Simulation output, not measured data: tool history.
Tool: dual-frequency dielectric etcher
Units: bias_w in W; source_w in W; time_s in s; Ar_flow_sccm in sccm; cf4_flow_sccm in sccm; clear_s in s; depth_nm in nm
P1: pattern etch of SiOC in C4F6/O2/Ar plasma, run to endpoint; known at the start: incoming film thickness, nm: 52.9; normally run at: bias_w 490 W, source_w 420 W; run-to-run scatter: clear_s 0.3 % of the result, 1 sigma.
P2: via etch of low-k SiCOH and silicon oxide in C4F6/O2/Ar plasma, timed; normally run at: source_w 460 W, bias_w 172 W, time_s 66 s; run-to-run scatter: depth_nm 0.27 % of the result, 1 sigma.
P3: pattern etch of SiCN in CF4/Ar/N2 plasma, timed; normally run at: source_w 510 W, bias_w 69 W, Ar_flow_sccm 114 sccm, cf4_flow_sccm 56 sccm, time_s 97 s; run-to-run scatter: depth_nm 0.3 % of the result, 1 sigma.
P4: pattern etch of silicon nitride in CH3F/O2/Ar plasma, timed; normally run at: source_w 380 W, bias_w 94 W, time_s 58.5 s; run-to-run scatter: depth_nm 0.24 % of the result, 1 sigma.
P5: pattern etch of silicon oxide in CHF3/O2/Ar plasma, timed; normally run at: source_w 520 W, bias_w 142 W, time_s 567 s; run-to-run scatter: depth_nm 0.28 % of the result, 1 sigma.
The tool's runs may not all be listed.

run	day	process	bias_w	source_w	time_s	Ar_flow_sccm	cf4_flow_sccm	hours since the last wet clean	hours since the last bias power generator calibration	hours since the last source power generator calibration	clear_s	depth_nm
1	0.425	P1	490	420				212.7	1709.7	1125.4	17.54	
2	0.821	P2	110	460	66			222.2	1719.2	1134.9		169.39
3	1.308	P2	172	460	93.5			233.9	1730.9	1146.6		273.39
4	1.842	P3	69	660	97	114	56	246.7	1743.7	1159.4		105.46
5	2.429	P1	490	420				260.8	1757.8	1173.5	17.443	
6	3.158	P5	142	680	567			278.3	1775.3	1191		1065.4
7	3.6	P1	490	420				288.9	1785.9	1201.6	17.429	
8	3.942	P2	172	260	66			297.1	1794.1	1209.8		154.25
9	4.283	P3	69	510	97	80	56	305.3	1802.3	1218		89.561
10	4.746	P3	69	510	97	114	56	316.4	1813.4	1229.1		83.883
11	5.367	P1	490	490				331.3	1828.3	1244	16.496	
12	5.7	P4	94	380	88			339.3	1836.3	1252		62.627
13	6.392	P1	379	300				355.9	1852.9	1268.6	21.841	
14	6.779	P4	134	380	58.5			365.2	1862.2	1277.9		47.747
15	7.238	P3	69	510	140	114	56	376.2	1873.2	1288.9		121.44
16	7.733	P1	591	420				388.1	1885.1	1300.8	16.344	
17	8.408	P3	69	510	97	114	76	404.3	1901.3	1317		88.548
18	9.075	P1	490	280				420.3	1917.3	1333	20.378	
19	9.692	P1	490	420				435.1	1932.1	1347.8	17.598	
# day 10.312: source power generator calibrated
20	10.433	P5	142	520	699			452.9	1949.9	3		1186.2
21	10.983	P1	490	420				466.1	1963.1	16.2	17.42	
22	11.338	P2	172	460	66			474.6	1971.6	24.7		193.11
23	11.875	P1	297	550				487.5	1984.5	37.6	18.903	
24	12.521	P1	309	310				503	2000	53.1	23.214	
25	13.117	P5	142	520	567			517.3	2014.3	67.4		962.14
26	13.762	P1	490	420				532.8	2029.8	82.9	17.515	
27	14.221	P4	94	500	58.5			543.8	2040.8	93.9		46.238
28	14.6	P5	83	520	567			552.9	2049.9	103		817.88

The next listed run, before its measurement:
29	15.104	P4	94	380	58.5			565	2062	115.1		?

{"run 29": {"depth_nm": 41.834}}
